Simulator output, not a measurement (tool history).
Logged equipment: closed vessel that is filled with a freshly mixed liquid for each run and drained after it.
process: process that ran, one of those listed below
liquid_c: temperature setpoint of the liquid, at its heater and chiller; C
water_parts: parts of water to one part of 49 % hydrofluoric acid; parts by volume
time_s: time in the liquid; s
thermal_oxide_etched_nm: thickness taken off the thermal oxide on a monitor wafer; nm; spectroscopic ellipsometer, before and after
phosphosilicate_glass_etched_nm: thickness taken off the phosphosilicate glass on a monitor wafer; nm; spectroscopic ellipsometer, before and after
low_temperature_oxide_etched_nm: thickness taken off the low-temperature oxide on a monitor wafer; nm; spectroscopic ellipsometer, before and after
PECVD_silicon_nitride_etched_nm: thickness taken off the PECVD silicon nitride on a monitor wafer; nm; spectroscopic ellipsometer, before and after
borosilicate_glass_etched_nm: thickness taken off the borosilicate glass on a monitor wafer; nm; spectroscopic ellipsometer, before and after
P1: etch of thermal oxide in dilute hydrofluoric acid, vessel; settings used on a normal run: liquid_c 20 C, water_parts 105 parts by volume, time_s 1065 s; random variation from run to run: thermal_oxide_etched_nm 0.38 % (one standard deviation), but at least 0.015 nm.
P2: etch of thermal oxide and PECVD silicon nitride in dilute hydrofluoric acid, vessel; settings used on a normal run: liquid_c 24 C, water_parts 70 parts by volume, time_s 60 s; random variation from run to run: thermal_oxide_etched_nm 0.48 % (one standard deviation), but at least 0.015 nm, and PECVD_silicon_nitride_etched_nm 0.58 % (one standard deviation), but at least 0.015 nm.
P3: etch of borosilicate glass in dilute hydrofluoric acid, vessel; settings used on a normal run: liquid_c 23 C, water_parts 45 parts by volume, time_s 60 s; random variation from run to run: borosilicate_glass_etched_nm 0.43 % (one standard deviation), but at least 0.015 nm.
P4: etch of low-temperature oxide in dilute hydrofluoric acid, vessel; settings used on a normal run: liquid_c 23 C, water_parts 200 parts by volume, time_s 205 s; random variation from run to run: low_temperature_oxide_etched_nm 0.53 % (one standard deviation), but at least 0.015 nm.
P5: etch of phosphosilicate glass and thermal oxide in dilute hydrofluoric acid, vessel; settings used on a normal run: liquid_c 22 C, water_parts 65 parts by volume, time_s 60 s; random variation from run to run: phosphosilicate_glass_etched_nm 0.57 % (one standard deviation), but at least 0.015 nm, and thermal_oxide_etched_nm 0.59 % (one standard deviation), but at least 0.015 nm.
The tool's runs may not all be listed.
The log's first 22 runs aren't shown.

run	hour	process	liquid_c	water_parts	time_s	hours since the thermometer was replaced	hours since the hydrofluoric acid flow meter was replaced	thermal_oxide_etched_nm	phosphosilicate_glass_etched_nm	low_temperature_oxide_etched_nm	PECVD_silicon_nitride_etched_nm	borosilicate_glass_etched_nm
23	151.4	P5	22	65	60	404.8	528.3	4.2187	132.55			
24	158.5	P3	23	45	110	411.9	535.4					93.099
25	164.3	P4	23	95	205	417.7	541.2			71.996		
26	173	P5	29	65	60	426.4	549.9	5.5457	175.28			
27	178.8	P2	24	70	60	432.2	555.7	4.4556			3.4353	
28	183.7	P1	17	105	1065	437.1	560.6	34.391				
29	189.6	P1	20	105	1065	443	566.5	38.615				
30	194.4	P1	20	105	1935	447.8	571.3	70.182				

Expected results for the next run?
31	203.3	P2	17.5	70	60	456.7	580.2	?			?	

{"run 31": {"thermal_oxide_etched_nm": 3.3872, "PECVD_silicon_nitride_etched_nm": 2.2517}}

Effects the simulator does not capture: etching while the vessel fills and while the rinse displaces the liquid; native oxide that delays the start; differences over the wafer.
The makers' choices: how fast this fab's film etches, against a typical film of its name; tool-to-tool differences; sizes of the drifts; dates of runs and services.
